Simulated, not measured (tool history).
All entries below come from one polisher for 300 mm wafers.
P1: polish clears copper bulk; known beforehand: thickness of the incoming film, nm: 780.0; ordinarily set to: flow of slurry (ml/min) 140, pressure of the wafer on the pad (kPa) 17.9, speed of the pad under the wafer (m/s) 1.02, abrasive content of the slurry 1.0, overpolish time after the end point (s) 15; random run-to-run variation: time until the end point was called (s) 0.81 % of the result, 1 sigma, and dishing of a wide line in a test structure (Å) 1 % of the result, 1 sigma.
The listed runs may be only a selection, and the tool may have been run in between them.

| run | hour | flow of slurry (ml/min) | pressure of the wafer on the pad (kPa) | speed of the pad under the wafer (m/s) | abrasive content of the slurry | overpolish time after the end point (s) | wafers polished on this pad | hours since the slurry nozzle was cleaned | hours since the head pressure was calibrated | hours since the slurry blender was calibrated | time until the end point was called (s) | dishing of a wide line in a test structure (Å) |
|---|---|---|---|---|---|---|---|---|---|---|---|---|
| 1 | 6.1 | 140 | 17.9 | 1.02 | 1.0 | 15 | 991 | 91.0 | 500.8 | 114.2 | 92.739 | 692.36 |
| 2 | 14.6 | 140 | 17.9 | 1.34 | 1.0 | 15 | 1078 | 99.5 | 509.3 | 122.7 | 71.050 | 790.83 |
| 3 | 22.9 | 140 | 17.9 | 1.02 | 1.0 | 15 | 1163 | 107.8 | 517.6 | 131.0 | 92.626 | 683.76 |
| 4 | 27.7 | 140 | 17.9 | 1.02 | 1.0 | 15 | 1212 | 112.6 | 522.4 | 135.8 | 92.976 | 679.93 |
| 5 | 36.5 | 140 | 8.3 | 1.02 | 1.0 | 15 | 1302 | 121.4 | 531.2 | 144.6 | 202.570 | 362.03 |
| 6 | 43.2 | 140 | 17.9 | 1.02 | 1.0 | 5 | 1371 | 128.1 | 537.9 | 151.3 | 93.166 | 284.63 |
| 7 | 48.7 | 140 | 17.9 | 1.02 | 1.0 | 15 | 1427 | 133.6 | 543.4 | 156.8 | 92.465 | 674.67 |
| 8 | 56.5 | 140 | 17.9 | 0.70 | 1.0 | 15 | 1507 | 141.4 | 551.2 | 164.6 | 135.940 | 527.41 |
|  | 58.4 | slurry blender recalibrated |
| 9 | 64.9 | 85 | 17.9 | 1.02 | 1.0 | 15 | 1593 | 149.8 | 559.6 | 6.6 | 104.600 | 639.51 |
| 10 | 74.7 | 140 | 26.9 | 1.02 | 1.0 | 15 | 1693 | 159.6 | 569.4 | 16.4 | 61.055 | 898.22 |
| 11 | 82.2 | 190 | 17.9 | 1.02 | 1.0 | 15 | 1770 | 167.1 | 576.9 | 23.9 | 88.924 | 714.19 |
| 12 | 91.4 | 140 | 17.9 | 1.02 | 1.0 | 15 | 1864 | 176.3 | 586.1 | 33.1 | 92.309 | 683.56 |
| 13 | 99.0 | 140 | 17.9 | 1.02 | 0.5 | 15 | 1942 | 183.9 | 593.7 | 40.7 | 107.110 | 626.55 |
| 14 | 108.1 | 140 | 17.9 | 1.02 | 1.4 | 15 | 2035 | 193.0 | 602.8 | 49.8 | 86.497 | 733.86 |
| 15 | 114.3 | 140 | 17.9 | 1.02 | 1.0 | 15 | 2099 | 199.2 | 609.0 | 56.0 | 91.121 | 690.47 |
| 16 | 119.6 | 140 | 17.9 | 0.64 | 1.0 | 23 | 2153 | 204.5 | 614.3 | 61.3 | 147.070 | 667.77 |
| 17 | 129.3 | 140 | 17.9 | 1.02 | 1.0 | 29 | 2252 | 214.2 | 624.0 | 71.0 | 93.283 | 986.18 |
| 18 | 136.2 | 140 | 17.9 | 1.02 | 1.0 | 15 | 2323 | 221.1 | 630.9 | 77.9 | 94.356 | 692.00 |
| 19 | 144.2 | 140 | 17.9 | 1.02 | 1.0 | 15 | 2405 | 229.1 | 638.9 | 85.9 | 95.844 | 663.35 |
| 20 | 153.2 | 140 | 17.9 | 1.02 | 1.0 | 15 | 2497 | 238.1 | 647.9 | 94.9 | 98.841 | 663.88 |
| 21 | 158.7 | 140 | 17.9 | 1.02 | 1.0 | 15 | 2553 | 243.6 | 653.4 | 100.4 | 99.577 | 646.63 |
|  | 163.7 | head pressure recalibrated |
| 22 | 166.4 | 140 | 17.9 | 1.02 | 1.0 | 15 | 2632 | 251.3 | 2.8 | 108.1 | 102.530 | 651.04 |
|  | 167.8 | slurry blender recalibrated |
| 23 | 171.8 | 140 | 17.9 | 1.02 | 1.0 | 15 | 2688 | 256.7 | 8.2 | 4.0 | 102.570 | 645.31 |
| 24 | 177.1 | 140 | 17.9 | 1.02 | 1.0 | 15 | 2742 | 262.0 | 13.5 | 9.3 | 101.450 | 632.13 |

Run 25 has not been measured yet. What should we expect?
| 25 | 181.7 | 140 | 17.9 | 1.02 | 1.0 | 15 | 2789 | 266.6 | 18.1 | 13.9 | ? | ? |

{"run 25": {"time until the end point was called (s)": 102.69, "dishing of a wide line in a test structure (Å)": 650.77}}
